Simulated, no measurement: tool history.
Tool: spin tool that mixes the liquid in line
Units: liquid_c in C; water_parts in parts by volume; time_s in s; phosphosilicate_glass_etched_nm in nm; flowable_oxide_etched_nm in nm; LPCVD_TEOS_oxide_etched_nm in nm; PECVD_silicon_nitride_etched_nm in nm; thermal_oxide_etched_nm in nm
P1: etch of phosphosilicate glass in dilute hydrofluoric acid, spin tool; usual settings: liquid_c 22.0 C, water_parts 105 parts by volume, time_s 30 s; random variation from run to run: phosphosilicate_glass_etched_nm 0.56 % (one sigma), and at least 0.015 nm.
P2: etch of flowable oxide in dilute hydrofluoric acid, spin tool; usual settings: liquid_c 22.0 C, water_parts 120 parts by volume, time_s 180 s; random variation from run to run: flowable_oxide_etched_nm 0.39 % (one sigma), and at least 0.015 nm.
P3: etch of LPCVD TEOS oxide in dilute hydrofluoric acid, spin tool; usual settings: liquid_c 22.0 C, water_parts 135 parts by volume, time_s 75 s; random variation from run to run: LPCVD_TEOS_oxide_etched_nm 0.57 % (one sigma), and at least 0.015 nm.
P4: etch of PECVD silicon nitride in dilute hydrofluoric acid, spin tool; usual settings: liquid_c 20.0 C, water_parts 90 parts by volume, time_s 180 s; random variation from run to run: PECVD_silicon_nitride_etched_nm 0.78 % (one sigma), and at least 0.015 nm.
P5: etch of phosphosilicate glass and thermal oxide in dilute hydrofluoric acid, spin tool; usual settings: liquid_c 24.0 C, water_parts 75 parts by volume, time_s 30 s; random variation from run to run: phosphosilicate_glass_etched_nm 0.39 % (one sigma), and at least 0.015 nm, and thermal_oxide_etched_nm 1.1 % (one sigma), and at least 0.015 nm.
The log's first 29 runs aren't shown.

| run | hour | process | liquid_c | water_parts | time_s | hours since the thermometer was replaced | hours since the hydrofluoric acid flow meter was replaced | phosphosilicate_glass_etched_nm | flowable_oxide_etched_nm | LPCVD_TEOS_oxide_etched_nm | PECVD_silicon_nitride_etched_nm | thermal_oxide_etched_nm |
|---|---|---|---|---|---|---|---|---|---|---|---|---|
| 30 | 188.9 | P4 | 20.0 | 160 | 180 | 1556.5 | 1470.4 |  |  |  | 1.5867 |  |
| 31 | 194.5 | P1 | 26.0 | 105 | 30 | 1562.1 | 1476.0 | 18.6650 |  |  |  |  |
| 32 | 201.8 | P1 | 22.0 | 55 | 30 | 1569.4 | 1483.3 | 32.6330 |  |  |  |  |
| 33 | 209.4 | P1 | 22.0 | 105 | 30 | 1577.0 | 1490.9 | 16.1670 |  |  |  |  |
| 34 | 215.2 | P1 | 22.0 | 105 | 30 | 1582.8 | 1496.7 | 15.5790 |  |  |  |  |
| 35 | 222.0 | P1 | 22.0 | 105 | 30 | 1589.6 | 1503.5 | 15.3820 |  |  |  |  |
| 36 | 231.0 | P1 | 22.0 | 105 | 30 | 1598.6 | 1512.5 | 15.0070 |  |  |  |  |
| 37 | 240.0 | P1 | 22.0 | 105 | 30 | 1607.6 | 1521.5 | 14.7040 |  |  |  |  |
| 38 | 248.7 | P1 | 22.0 | 105 | 30 | 1616.3 | 1530.2 | 14.6990 |  |  |  |  |
| 39 | 255.1 | P1 | 22.0 | 105 | 30 | 1622.7 | 1536.6 | 14.7120 |  |  |  |  |
| 40 | 263.7 | P1 | 22.0 | 105 | 30 | 1631.3 | 1545.2 | 14.6160 |  |  |  |  |
| 41 | 269.2 | P1 | 22.0 | 105 | 30 | 1636.8 | 1550.7 | 14.6610 |  |  |  |  |

The next listed run, before its measurement:
| 42 | 277.6 | P1 | 22.0 | 105 | 30 | 1645.2 | 1559.1 | ? |  |  |  |  |

Run 42 gave phosphosilicate_glass_etched_nm 14.5400 nm.
